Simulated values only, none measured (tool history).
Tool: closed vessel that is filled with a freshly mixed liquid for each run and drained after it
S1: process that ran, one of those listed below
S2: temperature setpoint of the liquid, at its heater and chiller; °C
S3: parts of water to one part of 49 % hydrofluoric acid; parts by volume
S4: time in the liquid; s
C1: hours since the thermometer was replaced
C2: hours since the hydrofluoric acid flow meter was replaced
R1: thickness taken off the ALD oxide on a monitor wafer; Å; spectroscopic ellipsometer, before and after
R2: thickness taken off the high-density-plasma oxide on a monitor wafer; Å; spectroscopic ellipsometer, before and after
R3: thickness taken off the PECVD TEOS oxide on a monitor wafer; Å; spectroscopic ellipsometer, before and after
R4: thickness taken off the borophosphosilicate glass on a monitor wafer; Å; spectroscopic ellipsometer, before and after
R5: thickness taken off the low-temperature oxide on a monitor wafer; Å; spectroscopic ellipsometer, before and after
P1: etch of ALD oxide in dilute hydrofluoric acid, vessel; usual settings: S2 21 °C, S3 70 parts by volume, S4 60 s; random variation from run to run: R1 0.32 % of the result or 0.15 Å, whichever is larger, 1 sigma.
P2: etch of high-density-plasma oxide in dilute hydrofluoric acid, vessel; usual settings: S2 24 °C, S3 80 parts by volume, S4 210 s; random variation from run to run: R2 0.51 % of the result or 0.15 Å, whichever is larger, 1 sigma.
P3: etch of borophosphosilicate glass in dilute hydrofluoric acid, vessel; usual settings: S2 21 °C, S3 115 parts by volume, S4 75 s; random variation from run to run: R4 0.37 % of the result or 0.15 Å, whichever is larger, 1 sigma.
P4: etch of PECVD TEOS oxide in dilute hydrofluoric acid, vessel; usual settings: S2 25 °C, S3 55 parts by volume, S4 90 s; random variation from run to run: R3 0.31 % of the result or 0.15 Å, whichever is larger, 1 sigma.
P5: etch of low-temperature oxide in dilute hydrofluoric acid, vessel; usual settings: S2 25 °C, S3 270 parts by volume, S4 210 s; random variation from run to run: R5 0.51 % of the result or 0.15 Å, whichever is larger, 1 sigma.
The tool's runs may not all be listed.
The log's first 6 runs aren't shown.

run,hour,S1,S2,S3,S4,C1,C2,R1,R2,R3,R4,R5
7,62.5,P3,21,115,35,737.6,1072.1,,,,137.65,
8,70.6,P1,17,70,60,745.7,1080.2,218.59,,,,
9,82.6,P4,25,55,90,757.7,1092.2,,,486.44,,
10,94.9,P3,21,45,75,770,1104.5,,,,819.36,
11,103.1,P1,27.5,70,30,778.2,1112.7,167.38,,,,
12,112.5,P4,25,55,90,787.6,1122.1,,,488.13,,
13,123,P1,21,70,85,798.1,1132.6,362.88,,,,
14,133.9,P1,21,70,60,809,1143.5,257.66,,,,
15,143.1,P5,33,270,210,818.2,1152.7,,,,,104.12
16,152.7,P1,21,40,60,827.8,1162.3,466.19,,,,
17,160.4,P3,21,115,75,835.5,1170,,,,293.18,
18,168.4,P1,17,25,60,843.5,1178,637.85,,,,
19,178.6,P2,24,80,210,853.7,1188.2,,237.74,,,
20,186.1,P1,27.5,70,60,861.2,1195.7,335.97,,,,
21,197.1,P1,21,70,60,872.2,1206.7,257.4,,,,

Run 22 comes next. What will it give?
22,209.6,P5,25,85,210,884.7,1219.2,,,,,?

Run 22 gave R5 310.09 Å.
